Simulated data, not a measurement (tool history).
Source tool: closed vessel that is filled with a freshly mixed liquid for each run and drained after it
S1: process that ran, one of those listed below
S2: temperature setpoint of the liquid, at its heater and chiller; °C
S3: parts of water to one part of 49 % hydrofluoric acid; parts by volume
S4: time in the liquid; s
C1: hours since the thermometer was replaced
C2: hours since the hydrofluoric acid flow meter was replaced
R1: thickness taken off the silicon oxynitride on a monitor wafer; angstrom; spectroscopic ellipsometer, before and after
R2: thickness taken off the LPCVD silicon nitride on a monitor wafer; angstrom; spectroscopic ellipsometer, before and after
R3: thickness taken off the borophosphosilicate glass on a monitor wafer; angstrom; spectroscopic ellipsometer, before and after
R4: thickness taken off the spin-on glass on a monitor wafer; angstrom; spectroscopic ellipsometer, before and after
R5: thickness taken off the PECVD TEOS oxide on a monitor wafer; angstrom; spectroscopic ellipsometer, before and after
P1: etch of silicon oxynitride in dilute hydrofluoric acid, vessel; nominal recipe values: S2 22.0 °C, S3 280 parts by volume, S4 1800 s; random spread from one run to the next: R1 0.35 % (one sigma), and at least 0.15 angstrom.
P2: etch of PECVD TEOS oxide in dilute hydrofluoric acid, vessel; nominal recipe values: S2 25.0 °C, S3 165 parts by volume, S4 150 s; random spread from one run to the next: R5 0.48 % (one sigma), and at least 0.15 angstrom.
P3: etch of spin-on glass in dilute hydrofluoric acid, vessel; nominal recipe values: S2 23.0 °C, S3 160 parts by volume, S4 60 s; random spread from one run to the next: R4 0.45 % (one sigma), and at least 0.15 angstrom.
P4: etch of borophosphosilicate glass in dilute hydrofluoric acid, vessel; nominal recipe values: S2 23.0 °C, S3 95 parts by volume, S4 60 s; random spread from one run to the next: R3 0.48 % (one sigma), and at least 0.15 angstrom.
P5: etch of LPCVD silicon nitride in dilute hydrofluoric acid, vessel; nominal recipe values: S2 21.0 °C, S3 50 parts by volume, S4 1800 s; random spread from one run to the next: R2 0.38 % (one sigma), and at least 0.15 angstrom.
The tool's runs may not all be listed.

run   hour  S1    S2   S3    S4     C1      C2       R1      R2       R3      R4       R5
  1    2.8  P1  22.0  280  1800  729.2  1330.3   75.869
  2    6.8  P5  21.0   50  1800  733.2  1334.3           155.12
  3   11.9  P4  30.0   95    60  738.3  1339.4                    369.68
  4   14.5  P1  28.5  280   440  740.9  1342.0   24.627
  5   19.1  P1  22.0  280  1800  745.5  1346.6   76.136
  6   23.1  P4  23.0   95    90  749.5  1350.6                    421.53
  7   27.7  P3  23.0  160   115  754.1  1355.2                            268.87
  8   31.9  P1  22.0  280  1800  758.3  1359.4   76.035
  9   37.3  P2  25.0  165    30  763.7  1364.8                                      31.62
 10   40.1  P1  29.0  110  1800  766.5  1367.6  301.330
 11   44.9  P4  23.0   25    60  771.3  1372.4                   1178.80
 12   50.3  P1  22.0  280  1800  776.7  1377.8   76.333
 13   53.6  P5  21.0   50  3490  780.0  1381.1           299.75
 14   58.2  P1  25.5  280  1800  784.6  1385.7   88.427
 15   61.4  P2  25.0  165   150  787.8  1388.9                                     156.89
 16   66.7  P3  17.0  160    60  793.1  1394.2                            110.70
 17   69.8  P1  22.0  280  3380  796.2  1397.3  143.470
 18   74.7  P5  29.0   50  1800  801.1  1402.2           262.86
 19   78.9  P1  22.0  435  1800  805.3  1406.4   44.255
 20   83.3  P3  23.0  160    60  809.7  1410.8                            139.75
 21   86.5  P3  23.0   30    60  812.9  1414.0                            876.72
 22   90.4  P1  17.0  280  1800  816.8  1417.9   60.989
 23   94.7  P5  21.0   20  1800  821.1  1422.2           374.71
 24   99.1  P1  22.0  280   880  825.5  1426.6   37.398
 25  104.7  P1  17.0  280   815  831.1  1432.2   27.548
 26  109.5  P2  25.0   30   150  835.9  1437.0                                    1018.80
 27  113.7  P1  22.0  280  1800  840.1  1441.2   76.703
 28  116.6  P4  23.0   95    60  843.0  1444.1                    283.56
 29  119.6  P1  22.0  175  1800  846.0  1447.1  130.800
 30  124.0  P2  20.0  165   150  850.4  1451.5                                     128.91
 31  129.7  P1  22.0  280  1800  856.1  1457.2   76.053
 32  134.7  P1  22.0  280  1800  861.1  1462.2   78.625
 33  139.6  P1  22.0  280  1800  866.0  1467.1   79.457
 34  145.5  P1  22.0  280  1800  871.9  1473.0   80.280
 35  148.4  P1  22.0  280  1800  874.8  1475.9   80.559
 36  153.5  P1  22.0  280  1800  879.9  1481.0   81.080
 37  157.9  P1  22.0  280  1800  884.3  1485.4   81.259
 38  163.3  P1  22.0  280  1800  889.7  1490.8   81.390

What P1 gives has crept off from where it sat before. The 2 causes that follow fit the log equally well, each at the size noted:
A: hydrofluoric acid flow above the setpoint (%) = 5.74
B: liquid hotter than its thermometer reads (K) = 1.52
Creep in the process output first set in at about hour 129.7.

Below are 4 check runs, each on a single wafer, with their results shown as question marks. Which of them would tell the listed causes apart, meaning the causes would give clearly different results under it?
check 1  168.7  P2  25.0   65    30                           ?
check 2  168.7  P3  23.0  105    95                       ?
check 3  168.7  P4  29.5   95    85                   ?
check 4  168.7  P5  21.0   20  3470               ?

Outcome of each check run for each possible cause:
  check  result    if A    if B
check 1      R5  95.797  95.833
check 2      R4  384.11  383.15
check 3      R3  550.48  547.17
check 4      R2  761.77  802.97
Separation of the two closest causes in each check, using whichever result separates them best: check 1 0.04 %; check 2 0.25 %; check 3 0.6 %; check 4 5.27 %
Check 4 tells the causes apart: in the others they would give nearly the same result.

Check 4 has now been run. It gave: R2 757.36 angstrom. Which of the candidate causes is it?

Of the candidate causes, it is A: hydrofluoric acid flow above the setpoint (%).

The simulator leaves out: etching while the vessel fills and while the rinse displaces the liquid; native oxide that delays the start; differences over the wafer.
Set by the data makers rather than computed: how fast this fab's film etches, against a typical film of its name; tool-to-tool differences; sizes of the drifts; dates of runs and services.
